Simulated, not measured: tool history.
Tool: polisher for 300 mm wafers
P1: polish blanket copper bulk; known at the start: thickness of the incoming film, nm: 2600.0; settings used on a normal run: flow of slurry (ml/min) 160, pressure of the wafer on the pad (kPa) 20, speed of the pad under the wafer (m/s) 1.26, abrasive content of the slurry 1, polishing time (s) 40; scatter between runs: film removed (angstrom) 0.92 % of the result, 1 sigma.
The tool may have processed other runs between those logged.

| run | day | flow of slurry (ml/min) | pressure of the wafer on the pad (kPa) | speed of the pad under the wafer (m/s) | abrasive content of the slurry | polishing time (s) | film removed (angstrom) |
|---|---|---|---|---|---|---|---|
| 1 | 0.229 | 160 | 20 | 1.26 | 1 | 40 | 4709.2 |
| 2 | 0.688 | 160 | 10.3 | 1.26 | 1 | 55 | 3387.4 |
| 3 | 1.054 | 160 | 20 | 1.26 | 1 | 58 | 6805.6 |
| 4 | 1.525 | 160 | 20 | 1.26 | 1 | 40 | 4725.8 |
| 5 | 1.912 | 160 | 20 | 1.26 | 1 | 40 | 4694.4 |
| 6 | 2.388 | 160 | 20 | 1.6 | 1 | 40 | 6010.8 |
| 7 | 2.621 | 210 | 20 | 1.26 | 1 | 40 | 4878.2 |
|  | 2.888 | head pressure recalibrated |
| 8 | 2.921 | 160 | 20 | 1.26 | 0.55 | 40 | 4174.3 |
| 9 | 3.383 | 160 | 28.3 | 1.26 | 1 | 40 | 6690.4 |
| 10 | 3.775 | 160 | 20 | 1.26 | 1.4 | 40 | 5112.4 |
| 11 | 4.192 | 95 | 20 | 1.26 | 1 | 40 | 4196.1 |
| 12 | 4.708 | 160 | 20 | 0.72 | 1 | 40 | 2693.1 |

Forecast run 13:
| 13 | 5.142 | 160 | 9 | 1.26 | 1 | 40 | ? |

film removed (angstrom): 2128.4
